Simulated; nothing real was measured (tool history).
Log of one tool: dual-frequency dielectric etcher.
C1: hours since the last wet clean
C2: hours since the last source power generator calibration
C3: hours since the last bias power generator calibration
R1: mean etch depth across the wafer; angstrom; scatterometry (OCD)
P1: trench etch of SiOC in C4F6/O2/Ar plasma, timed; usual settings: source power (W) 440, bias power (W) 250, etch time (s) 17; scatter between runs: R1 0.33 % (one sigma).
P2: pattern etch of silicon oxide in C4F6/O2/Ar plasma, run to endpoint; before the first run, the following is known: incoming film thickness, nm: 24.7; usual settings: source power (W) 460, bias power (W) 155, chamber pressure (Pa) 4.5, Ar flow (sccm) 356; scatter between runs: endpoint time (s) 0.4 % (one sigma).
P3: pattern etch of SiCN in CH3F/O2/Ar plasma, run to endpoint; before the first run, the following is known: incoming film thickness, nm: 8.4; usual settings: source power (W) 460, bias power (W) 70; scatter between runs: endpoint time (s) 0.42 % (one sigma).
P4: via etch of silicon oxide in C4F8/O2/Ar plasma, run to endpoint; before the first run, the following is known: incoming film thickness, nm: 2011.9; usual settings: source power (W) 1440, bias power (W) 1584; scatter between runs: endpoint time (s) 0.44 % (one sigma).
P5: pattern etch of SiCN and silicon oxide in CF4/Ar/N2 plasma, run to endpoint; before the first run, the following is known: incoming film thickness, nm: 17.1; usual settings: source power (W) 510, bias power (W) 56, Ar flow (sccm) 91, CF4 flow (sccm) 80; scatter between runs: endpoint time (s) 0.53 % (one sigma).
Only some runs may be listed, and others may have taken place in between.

Run 1, hour 11.2: process that ran P1, source power (W) 440, bias power (W) 250, etch time (s) 17; C1 333.6; C2 2263.9; C3 854. Result: R1 414.47 angstrom.
Run 2, hour 18.3: process that ran P1, source power (W) 440, bias power (W) 313, etch time (s) 17; C1 340.7; C2 2271; C3 861.1. Result: R1 448.63 angstrom.
Run 3, hour 27.3: process that ran P1, source power (W) 440, bias power (W) 250, etch time (s) 12.5; C1 349.7; C2 2280; C3 870.1. Result: R1 304.47 angstrom.
Run 4, hour 38.6: process that ran P1, source power (W) 440, bias power (W) 250, etch time (s) 17; C1 361; C2 2291.3; C3 881.4. Result: R1 415.8 angstrom.
Run 5, hour 50.4: process that ran P4, source power (W) 1000, bias power (W) 1584; C1 372.8; C2 2303.1; C3 893.2. Result: endpoint time (s) 546.59.
Run 6, hour 61.1: process that ran P5, source power (W) 340, bias power (W) 56, Ar flow (sccm) 91, CF4 flow (sccm) 80; C1 383.5; C2 2313.8; C3 903.9. Result: endpoint time (s) 27.691.
Run 7, hour 68.5: process that ran P3, source power (W) 460, bias power (W) 70; C1 390.9; C2 2321.2; C3 911.3. Result: endpoint time (s) 21.051.
Run 8, hour 74.1: process that ran P5, source power (W) 510, bias power (W) 56, Ar flow (sccm) 91, CF4 flow (sccm) 80; C1 396.5; C2 2326.8; C3 916.9. Result: endpoint time (s) 19.408.
Run 9, hour 84.9: process that ran P2, source power (W) 460, bias power (W) 95, Ar flow (sccm) 356, chamber pressure (Pa) 4.5; C1 407.3; C2 2337.6; C3 927.7. Result: endpoint time (s) 9.4838.
Run 10, hour 94: process that ran P4, source power (W) 1440, bias power (W) 2207; C1 416.4; C2 2346.7; C3 936.8. Result: endpoint time (s) 432.38.
Run 11, hour 101.1: process that ran P2, source power (W) 460, bias power (W) 155, Ar flow (sccm) 356, chamber pressure (Pa) 4.5; C1 423.5; C2 2353.8; C3 943.9. Result: endpoint time (s) 8.2773.
Run 12, hour 111.7: process that ran P1, source power (W) 440, bias power (W) 250, etch time (s) 17; C1 434.1; C2 2364.4; C3 954.5. Result: R1 416.6 angstrom.
Run 13, hour 119.6: process that ran P4, source power (W) 1440, bias power (W) 1584; C1 442; C2 2372.3; C3 962.4. Result: endpoint time (s) 472.42.
Run 14, hour 125.9: process that ran P2, source power (W) 290, bias power (W) 155, Ar flow (sccm) 356, chamber pressure (Pa) 4.5; C1 448.3; C2 2378.6; C3 968.7. Result: endpoint time (s) 9.8843.
Run 15, hour 134.8: process that ran P1, source power (W) 440, bias power (W) 250, etch time (s) 17; C1 457.2; C2 2387.5; C3 977.6. Result: R1 414.9 angstrom.
Run 16, hour 143.8: process that ran P1, source power (W) 440, bias power (W) 250, etch time (s) 21; C1 466.2; C2 2396.5; C3 986.6. Result: R1 514.66 angstrom.
Run 17, hour 152.5: process that ran P5, source power (W) 510, bias power (W) 56, Ar flow (sccm) 62, CF4 flow (sccm) 80; C1 474.9; C2 2405.2; C3 995.3. Result: endpoint time (s) 18.295.
Run 18, hour 163.3: process that ran P5, source power (W) 510, bias power (W) 73, Ar flow (sccm) 91, CF4 flow (sccm) 80; C1 485.7; C2 2416; C3 1006.1. Result: endpoint time (s) 17.709.
Run 19, hour 172.6: process that ran P1, source power (W) 370, bias power (W) 250, etch time (s) 13; C1 495; C2 2425.3; C3 1015.4. Result: R1 296.64 angstrom.
Run 20, hour 179.4: process that ran P5, source power (W) 510, bias power (W) 56, Ar flow (sccm) 91, CF4 flow (sccm) 53; C1 501.8; C2 2432.1; C3 1022.2. Result: endpoint time (s) 20.622.
Run 21, hour 186.7: process that ran P1, source power (W) 440, bias power (W) 250, etch time (s) 17; C1 509.1; C2 2439.4; C3 1029.5. Result: R1 415.55 angstrom.
Run 22, hour 195.2: process that ran P2, source power (W) 460, bias power (W) 155, Ar flow (sccm) 356, chamber pressure (Pa) 6.4; C1 517.6; C2 2447.9; C3 1038. Result: endpoint time (s) 8.5777.
Run 23, hour 203.8: process that ran P1, source power (W) 520, bias power (W) 250, etch time (s) 17; C1 526.2; C2 2456.5; C3 1046.6. Result: R1 445.34 angstrom.
Run 24, hour 211.9: process that ran P1, source power (W) 350, bias power (W) 250, etch time (s) 17; C1 534.3; C2 2464.6; C3 1054.7. Result: R1 379.03 angstrom.
Run 25, hour 219.1: process that ran P1, source power (W) 440, bias power (W) 172, etch time (s) 17; C1 541.5; C2 2471.8; C3 1061.9. Result: R1 366.27 angstrom.
Run 26, hour 226.7: process that ran P2, source power (W) 460, bias power (W) 155, Ar flow (sccm) 285, chamber pressure (Pa) 4.5; C1 549.1; C2 2479.4; C3 1069.5. Result: endpoint time (s) 8.0274.
Run 27, hour 233.9: process that ran P1, source power (W) 440, bias power (W) 250, etch time (s) 17; C1 556.3; C2 2486.6; C3 1076.7. Result: R1 415.27 angstrom.
Run 28, hour 243: process that ran P3, source power (W) 630, bias power (W) 70; C1 565.4; C2 2495.7; C3 1085.8. Result: endpoint time (s) 18.892.
Run 29, hour 253.5: process that ran P3, source power (W) 460, bias power (W) 85; C1 575.9; C2 2506.2; C3 1096.3. Result: endpoint time (s) 19.815.
Run 30, hour 261.7: process that ran P1, source power (W) 440, bias power (W) 250, etch time (s) 17; C1 584.1; C2 2514.4; C3 1104.5. Result: R1 416 angstrom.
Run 31, hour 270.3: process that ran P1, source power (W) 440, bias power (W) 250, etch time (s) 17; C1 592.7; C2 2523; C3 1113.1. Result: R1 415.51 angstrom.
Run 32, hour 277.9: process that ran P1, source power (W) 440, bias power (W) 250, etch time (s) 17; C1 600.3; C2 2530.6; C3 1120.7. Result: R1 412.42 angstrom.
Run 33, hour 285.9: process that ran P1, source power (W) 440, bias power (W) 250, etch time (s) 17; C1 608.3; C2 2538.6; C3 1128.7. Result: R1 411.9 angstrom.
Run 34, hour 292.9: process that ran P1, source power (W) 440, bias power (W) 250, etch time (s) 17; C1 615.3; C2 2545.6; C3 1135.7. Result: R1 410.51 angstrom.
Run 35, hour 304.3: process that ran P1, source power (W) 440, bias power (W) 250, etch time (s) 17; C1 626.7; C2 2557; C3 1147.1. Result: R1 408.77 angstrom.
At hour 311.4: wet clean of the chamber.
Run 36, hour 311.5: process that ran P1, source power (W) 440, bias power (W) 250, etch time (s) 17; C1 0.2; C2 2564.2; C3 1154.3. Result: R1 407.73 angstrom.
Run 37, hour 320.7: process that ran P1, source power (W) 440, bias power (W) 250, etch time (s) 17; C1 9.4; C2 2573.4; C3 1163.5. Result: R1 408.84 angstrom.
Run 38, hour 330: process that ran P1, source power (W) 440, bias power (W) 250, etch time (s) 17; C1 18.7; C2 2582.7; C3 1172.8. Result: R1 409.36 angstrom.
Run 39, hour 337.7: process that ran P1, source power (W) 440, bias power (W) 250, etch time (s) 17; C1 26.4; C2 2590.4; C3 1180.5. Result: R1 408.89 angstrom.

P1 has crept away from where it was. The log is fitted equally well by each of these 2 causes, at the sizes shown:
A: bias power that arrives under what is set, % = 4.86
B: source power that arrives under what is set, % = 4.26
The drift started at roughly hour 270.3.
All other causes, with the reason each is excluded:
chamber walls in a state that lowers the etch rate, %: work on it at hour 311.4, done after the drift set in, did not restore what the process gave before

Which of the 4 check runs listed below, each an average over 3 wafers with its results shown as question marks, gives clearly different results under the different listed causes?
Run check 1, hour 345.4: process that ran P5, source power (W) 510, bias power (W) 56, Ar flow (sccm) 91, CF4 flow (sccm) 80. Result: endpoint time (s) ?.
Run check 2, hour 345.4: process that ran P4, source power (W) 1440, bias power (W) 1584. Result: endpoint time (s) ?.
Run check 3, hour 345.4: process that ran P2, source power (W) 460, bias power (W) 155, Ar flow (sccm) 356, chamber pressure (Pa) 4.5. Result: endpoint time (s) ?.
Run check 4, hour 345.4: process that ran P3, source power (W) 460, bias power (W) 70. Result: endpoint time (s) ?.

Predicted outcomes, by check and by cause:
  check             result    if A    if B
check 1  endpoint time (s)  19.523  19.994
check 2  endpoint time (s)  477.79  479.56
check 3  endpoint time (s)  8.3635   8.382
check 4  endpoint time (s)  21.568  21.552
Gap, in per cent, between the two causes that each check separates least, read from the result that separates them most: check 1 2.39 %; check 2 0.37 %; check 3 0.22 %; check 4 0.08 %
Only check 1 tells the causes apart: in the others they would give nearly the same result.

Check 1 has now been run. It gave: endpoint time (s) 19.971. Which of the candidate causes is it?

The correct cause is B, namely: source power that arrives under what is set, %.
